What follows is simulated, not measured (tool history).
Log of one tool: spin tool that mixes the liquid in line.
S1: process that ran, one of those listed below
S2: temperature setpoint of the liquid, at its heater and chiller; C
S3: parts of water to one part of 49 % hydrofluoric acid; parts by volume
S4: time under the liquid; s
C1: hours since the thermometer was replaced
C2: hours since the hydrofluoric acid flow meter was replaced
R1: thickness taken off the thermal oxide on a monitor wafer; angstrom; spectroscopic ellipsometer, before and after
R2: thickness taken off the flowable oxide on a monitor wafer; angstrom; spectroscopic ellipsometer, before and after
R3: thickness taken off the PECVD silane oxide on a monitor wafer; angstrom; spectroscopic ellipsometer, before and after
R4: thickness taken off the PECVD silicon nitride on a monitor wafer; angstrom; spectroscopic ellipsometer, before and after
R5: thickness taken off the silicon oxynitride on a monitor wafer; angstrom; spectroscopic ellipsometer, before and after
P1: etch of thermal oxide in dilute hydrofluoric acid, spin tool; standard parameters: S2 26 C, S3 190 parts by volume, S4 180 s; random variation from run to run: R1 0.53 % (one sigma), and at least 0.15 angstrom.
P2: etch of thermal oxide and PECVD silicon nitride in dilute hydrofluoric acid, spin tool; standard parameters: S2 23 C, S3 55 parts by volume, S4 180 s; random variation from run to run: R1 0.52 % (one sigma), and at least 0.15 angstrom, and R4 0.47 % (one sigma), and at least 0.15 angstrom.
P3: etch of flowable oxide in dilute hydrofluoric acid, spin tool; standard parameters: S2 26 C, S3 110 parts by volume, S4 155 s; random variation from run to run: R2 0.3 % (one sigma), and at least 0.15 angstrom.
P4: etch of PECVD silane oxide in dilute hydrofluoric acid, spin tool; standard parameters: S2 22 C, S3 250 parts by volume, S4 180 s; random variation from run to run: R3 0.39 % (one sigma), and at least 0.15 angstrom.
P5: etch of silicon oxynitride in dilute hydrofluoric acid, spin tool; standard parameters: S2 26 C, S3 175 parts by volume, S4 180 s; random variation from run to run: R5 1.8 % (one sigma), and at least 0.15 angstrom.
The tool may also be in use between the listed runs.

run   hour  S1    S2   S3   S4      C1     C2      R1      R2      R3      R4      R5
  1   16.1  P1    26  190  180   592.3  337.9  44.064
  2   24.2  P1    26  190   65   600.4    346  16.289
  3   37.5  P3    26  200  155   613.7  359.3          261.63
  4   46.7  P1    26  110  180   622.9  368.5  84.065
  5     59  P1  21.5  190  180   635.2  380.8  37.209
  6   68.1  P4    22   55  180   644.3  389.9                  869.82
  7   77.9  P2    23   20  180   654.1  399.7  463.04                   328.5
  8     90  P5    26  175  350   666.2  411.8                                  30.023
  9   99.3  P3    26  110   50   675.5  421.1          170.21
 10  107.7  P2    23   55  180   683.9  429.5  160.25                  125.49
 11  120.2  P1    26  190  180   696.4    442  44.092
 12  135.3  P1    32  190  180   711.5  457.1  54.768
 13  144.4  P5    26   75  180   720.6  466.2                                  39.208
     146.5  -- hydrofluoric acid flow meter replaced
 14  154.7  P5    33  175  180   730.9    8.3                                  20.371
 15  167.1  P2    23   55  345   743.3   20.7  310.21                  238.42
 16    183  P4    22  250  180   759.2   36.6                  155.38
 17  192.5  P3  29.5  110  155   768.7   46.1          600.81
 18  201.1  P1    26  190  180   777.3   54.7  44.412
 19  214.7  P4    22  250  180   790.9   68.3                  155.34
 20  227.4  P1    26  190  180   803.6     81  44.595
 21  236.7  P5    26  175  180   812.9   90.3                                  15.387
 22  250.8  P3    26  110  155     827  104.4          528.27
 23  259.8  P1    26  190  260     836  113.4  64.571
 24  270.5  P2    17   55  180   846.7  124.1  124.88                  82.135
 25  280.1  P1    21  315  180   856.3  133.7  19.549
 26  291.2  P5    26  175  180   867.4  144.8                                  14.929
 27    302  P1    26  345  180   878.2  155.6  20.908
 28  310.6  P4    22  250  300   886.8  164.2                  257.19
 29  326.6  P4    26  250  180   902.8  180.2                   179.5
 30    337  P1    26  190  180   913.2  190.6  44.391
 31  352.3  P3    26  110  155   928.5  205.9          527.48
 32  362.4  P1    26  190  180   938.6    216  44.141
 33  377.5  P1    26  190  180   953.7  231.1  43.277
 34  392.8  P1    26  190  180     969  246.4    42.8
 35  403.9  P1    26  190  180   980.1  257.5   42.88
 36  419.7  P1    26  190  180   995.9  273.3  41.672
 37  432.2  P1    26  190  180  1008.4  285.8  41.632
 38  439.3  P1    26  190  180  1015.5  292.9  41.614
 39  453.6  P1    26  190  180  1029.8  307.2  41.771
 40  469.5  P1    26  190  180  1045.7  323.1  41.989
 41  483.9  P1    26  190  180  1060.1  337.5  41.829
 42  491.1  P1    26  190  180  1067.3  344.7  42.239

What P1 gives has crept off from where it sat before. The 2 causes that follow fit the log equally well, each at the size noted:
A: liquid colder than its thermometer reads (K) = 1.47
B: hydrofluoric acid flow below the setpoint (%) = 4.32
The creep began at about hour 362.4.

Consider the 4 single-wafer check runs listed below, results given as question marks: which one distinguishes between the causes by giving clearly different results for each?
check 1  498.3  P5  30  175  180                           ?
check 2  498.3  P4  26  250  180                   ?
check 3  498.3  P3  26  195  155               ?
check 4  498.3  P2  18   55  330           ?           ?

Outcome of each check run for each possible cause:
  check  result    if A    if B
check 1      R5  16.856  17.052
check 2      R3  170.04  169.31
check 3      R2  255.08  255.01
check 4      R1   224.2  227.97
check 4      R4  145.28  154.46
Smallest distance between any two causes, each pair judged by its most separating result, in per cent: check 1 1.16 %; check 2 0.43 %; check 3 0.03 %; check 4 6.12 %
The other checks would show nearly matching results whichever cause is true, so check 4 is the only one that separates the causes.

Check 4 was then run and gave: R1 228.62 angstrom; R4 154.43 angstrom. Which cause is it?

It was cause B: hydrofluoric acid flow below the setpoint (%).
